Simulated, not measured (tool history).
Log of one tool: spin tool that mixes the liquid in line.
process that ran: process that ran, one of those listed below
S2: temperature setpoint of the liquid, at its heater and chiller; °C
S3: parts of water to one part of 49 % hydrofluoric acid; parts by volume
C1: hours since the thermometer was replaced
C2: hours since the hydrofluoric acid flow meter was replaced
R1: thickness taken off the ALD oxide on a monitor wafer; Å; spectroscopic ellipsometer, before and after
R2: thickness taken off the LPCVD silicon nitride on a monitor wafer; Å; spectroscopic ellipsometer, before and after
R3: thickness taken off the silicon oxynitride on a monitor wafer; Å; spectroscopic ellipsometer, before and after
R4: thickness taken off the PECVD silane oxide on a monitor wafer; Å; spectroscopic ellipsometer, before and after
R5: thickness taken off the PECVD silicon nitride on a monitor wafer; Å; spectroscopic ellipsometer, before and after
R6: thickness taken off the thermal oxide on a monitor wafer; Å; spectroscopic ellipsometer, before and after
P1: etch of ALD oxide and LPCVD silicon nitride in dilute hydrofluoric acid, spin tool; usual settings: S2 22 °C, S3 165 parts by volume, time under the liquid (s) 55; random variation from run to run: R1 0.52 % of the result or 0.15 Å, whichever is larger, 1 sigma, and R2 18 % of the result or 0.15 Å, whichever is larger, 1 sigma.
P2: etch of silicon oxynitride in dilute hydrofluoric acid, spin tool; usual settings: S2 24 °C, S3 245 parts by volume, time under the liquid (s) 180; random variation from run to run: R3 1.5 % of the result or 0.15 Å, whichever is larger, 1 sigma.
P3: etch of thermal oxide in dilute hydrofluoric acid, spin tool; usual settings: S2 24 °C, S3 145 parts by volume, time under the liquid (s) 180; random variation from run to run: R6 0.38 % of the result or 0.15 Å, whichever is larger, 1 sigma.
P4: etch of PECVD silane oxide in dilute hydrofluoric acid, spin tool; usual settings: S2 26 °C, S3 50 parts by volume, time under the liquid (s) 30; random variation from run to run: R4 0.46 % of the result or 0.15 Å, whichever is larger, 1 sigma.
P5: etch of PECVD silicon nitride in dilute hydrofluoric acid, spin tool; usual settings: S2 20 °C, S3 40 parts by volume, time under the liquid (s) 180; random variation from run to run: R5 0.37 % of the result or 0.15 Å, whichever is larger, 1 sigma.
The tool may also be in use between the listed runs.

Run 1, hour 7.4: process that ran P1, S2 22 °C, S3 165 parts by volume, time under the liquid (s) 55; C1 812.3; C2 1318.3. Result: R1 80.821 Å, R2 1.3319 Å.
Run 2, hour 15.3: process that ran P2, S2 24 °C, S3 245 parts by volume, time under the liquid (s) 180; C1 820.2; C2 1326.2. Result: R3 15.228 Å.
Run 3, hour 23.6: process that ran P1, S2 18.5 °C, S3 165 parts by volume, time under the liquid (s) 100; C1 828.5; C2 1334.5. Result: R1 127.49 Å, R2 1.8335 Å.
Run 4, hour 29.9: process that ran P4, S2 18 °C, S3 50 parts by volume, time under the liquid (s) 30; C1 834.8; C2 1340.8. Result: R4 212.43 Å.
Run 5, hour 36.6: process that ran P5, S2 28 °C, S3 40 parts by volume, time under the liquid (s) 180; C1 841.5; C2 1347.5. Result: R5 230.79 Å.
Run 6, hour 44.4: process that ran P5, S2 20 °C, S3 60 parts by volume, time under the liquid (s) 180; C1 849.3; C2 1355.3. Result: R5 89.931 Å.
Run 7, hour 54.4: process that ran P3, S2 24 °C, S3 145 parts by volume, time under the liquid (s) 280; C1 859.3; C2 1365.3. Result: R6 84.016 Å.
Run 8, hour 62.5: process that ran P1, S2 22 °C, S3 165 parts by volume, time under the liquid (s) 55; C1 867.4; C2 1373.4. Result: R1 81.59 Å, R2 1.1613 Å.
Run 9, hour 72.2: process that ran P5, S2 20 °C, S3 40 parts by volume, time under the liquid (s) 180; C1 877.1; C2 1383.1. Result: R5 134.34 Å.
Run 10, hour 82.3: process that ran P4, S2 26 °C, S3 50 parts by volume, time under the liquid (s) 30; C1 887.2; C2 1393.2. Result: R4 294.58 Å.
Run 11, hour 88.5: process that ran P1, S2 22 °C, S3 250 parts by volume, time under the liquid (s) 25; C1 893.4; C2 1399.4. Result: R1 22.204 Å, R2 0.65888 Å.
Run 12, hour 93.9: process that ran P3, S2 24 °C, S3 235 parts by volume, time under the liquid (s) 180; C1 898.8; C2 1404.8. Result: R6 29.919 Å.
Run 13, hour 103.4: process that ran P1, S2 22 °C, S3 95 parts by volume, time under the liquid (s) 55; C1 908.3; C2 1414.3. Result: R1 151.57 Å, R2 2.0184 Å.
Run 14, hour 111.2: process that ran P1, S2 22 °C, S3 165 parts by volume, time under the liquid (s) 55; C1 916.1; C2 1422.1. Result: R1 80.928 Å, R2 1.259 Å.
Run 15, hour 116.8: process that ran P1, S2 22 °C, S3 165 parts by volume, time under the liquid (s) 100; C1 921.7; C2 1427.7. Result: R1 146.07 Å, R2 2.4515 Å.
Run 16, hour 127.4: process that ran P1, S2 22 °C, S3 165 parts by volume, time under the liquid (s) 15; C1 932.3; C2 1438.3. Result: R1 21.735 Å, R2 0.4132 Å.
Run 17, hour 132.5: process that ran P1, S2 22 °C, S3 300 parts by volume, time under the liquid (s) 55; C1 937.4; C2 1443.4. Result: R1 38.754 Å, R2 0.63074 Å.
Run 18, hour 138.6: process that ran P4, S2 26 °C, S3 70 parts by volume, time under the liquid (s) 30; C1 943.5; C2 1449.5. Result: R4 205.52 Å.
Run 19, hour 143.9: process that ran P1, S2 22 °C, S3 165 parts by volume, time under the liquid (s) 55; C1 948.8; C2 1454.8. Result: R1 80.58 Å, R2 1.3109 Å.
Run 20, hour 152.7: process that ran P1, S2 17 °C, S3 165 parts by volume, time under the liquid (s) 55; C1 957.6; C2 1463.6. Result: R1 66.05 Å, R2 0.7348 Å.
Run 21, hour 158.1: process that ran P3, S2 19.5 °C, S3 145 parts by volume, time under the liquid (s) 180; C1 963; C2 1469. Result: R6 45.27 Å.
Run 22, hour 164.5: process that ran P2, S2 24 °C, S3 375 parts by volume, time under the liquid (s) 180; C1 969.4; C2 1475.4. Result: R3 8.7998 Å.
Run 23, hour 174.5: process that ran P5, S2 20 °C, S3 40 parts by volume, time under the liquid (s) 350; C1 979.4; C2 1485.4. Result: R5 260.26 Å.
Run 24, hour 183.4: process that ran P1, S2 22 °C, S3 165 parts by volume, time under the liquid (s) 55; C1 988.3; C2 1494.3. Result: R1 80.989 Å, R2 1.2026 Å.
Run 25, hour 190.1: process that ran P4, S2 26 °C, S3 50 parts by volume, time under the liquid (s) 55; C1 995; C2 1501. Result: R4 542.78 Å.
Run 26, hour 195.9: process that ran P2, S2 24 °C, S3 245 parts by volume, time under the liquid (s) 20; C1 1000.8; C2 1506.8. Result: R3 1.8408 Å.
Run 27, hour 201.7: process that ran P3, S2 24 °C, S3 145 parts by volume, time under the liquid (s) 180; C1 1006.6; C2 1512.6. Result: R6 53.791 Å.
Run 28, hour 211.4: process that ran P2, S2 19.5 °C, S3 245 parts by volume, time under the liquid (s) 180; C1 1016.3; C2 1522.3. Result: R3 12.417 Å.
Run 29, hour 219.9: process that ran P2, S2 24 °C, S3 245 parts by volume, time under the liquid (s) 180; C1 1024.8; C2 1530.8. Result: R3 15.101 Å.
Run 30, hour 229.5: process that ran P1, S2 29.5 °C, S3 165 parts by volume, time under the liquid (s) 55; C1 1034.4; C2 1540.4. Result: R1 107.02 Å, R2 3.0599 Å.
Run 31, hour 237.6: process that ran P1, S2 22 °C, S3 165 parts by volume, time under the liquid (s) 55; C1 1042.5; C2 1548.5. Result: R1 80.736 Å, R2 1.8568 Å.
Run 32, hour 242.9: process that ran P1, S2 22 °C, S3 165 parts by volume, time under the liquid (s) 55; C1 1047.8; C2 1553.8. Result: R1 82.171 Å, R2 1.5479 Å.
Run 33, hour 253.2: process that ran P1, S2 22 °C, S3 165 parts by volume, time under the liquid (s) 55; C1 1058.1; C2 1564.1. Result: R1 83.758 Å, R2 1.4362 Å.
Run 34, hour 260.6: process that ran P1, S2 22 °C, S3 165 parts by volume, time under the liquid (s) 55; C1 1065.5; C2 1571.5. Result: R1 84.84 Å, R2 1.7954 Å.
Run 35, hour 270.2: process that ran P1, S2 22 °C, S3 165 parts by volume, time under the liquid (s) 55; C1 1075.1; C2 1581.1. Result: R1 85.162 Å, R2 1.5205 Å.
Run 36, hour 279.2: process that ran P1, S2 22 °C, S3 165 parts by volume, time under the liquid (s) 55; C1 1084.1; C2 1590.1. Result: R1 86.019 Å, R2 2.0936 Å.
Run 37, hour 285.2: process that ran P1, S2 22 °C, S3 165 parts by volume, time under the liquid (s) 55; C1 1090.1; C2 1596.1. Result: R1 85.615 Å, R2 1.5308 Å.
Run 38, hour 290.8: process that ran P1, S2 22 °C, S3 165 parts by volume, time under the liquid (s) 55; C1 1095.7; C2 1601.7. Result: R1 85.972 Å, R2 1.7354 Å.
Run 39, hour 301.1: process that ran P1, S2 22 °C, S3 165 parts by volume, time under the liquid (s) 55; C1 1106; C2 1612. Result: R1 86.164 Å, R2 1.3534 Å.
Run 40, hour 309.7: process that ran P1, S2 22 °C, S3 165 parts by volume, time under the liquid (s) 55; C1 1114.6; C2 1620.6. Result: R1 86.226 Å, R2 1.707 Å.
Run 41, hour 320: process that ran P1, S2 22 °C, S3 165 parts by volume, time under the liquid (s) 55; C1 1124.9; C2 1630.9. Result: R1 85.873 Å, R2 1.9435 Å.

What P1 gives has crept away from where it was. These 2 causes fit the log equally well, each at the size given:
A: liquid hotter than its thermometer reads (K) = 1.77
B: hydrofluoric acid flow above the setpoint (%) = 5.94
The creep began at about hour 237.6.

4 check runs are offered, one wafer each, their results left as question marks. Which one tells the causes apart?
Run check 1, hour 330.3: process that ran P5, S2 20 °C, S3 40 parts by volume, time under the liquid (s) 285. Result: R5 ?.
Run check 2, hour 330.3: process that ran P3, S2 24 °C, S3 230 parts by volume, time under the liquid (s) 180. Result: R6 ?.
Run check 3, hour 330.3: process that ran P4, S2 26 °C, S3 65 parts by volume, time under the liquid (s) 45. Result: R4 ?.
Run check 4, hour 330.3: process that ran P2, S2 24 °C, S3 320 parts by volume, time under the liquid (s) 115. Result: R3 ?.

What each check would give under each cause:
  check  result    if A    if B
check 1      R5  238.94  223.48
check 2      R6  32.888  33.143
check 3      R4   359.1  356.35
check 4      R3  7.5523  7.5243
How far apart the two closest causes lie, in the result that separates them most: check 1 6.69 %; check 2 0.77 %; check 3 0.77 %; check 4 0.37 %
Check 1 tells the causes apart: in the others they would give nearly the same result.

Then check 1 was run and gave: R5 237.88 Å. Which cause is it?

It is A: liquid hotter than its thermometer reads (K).
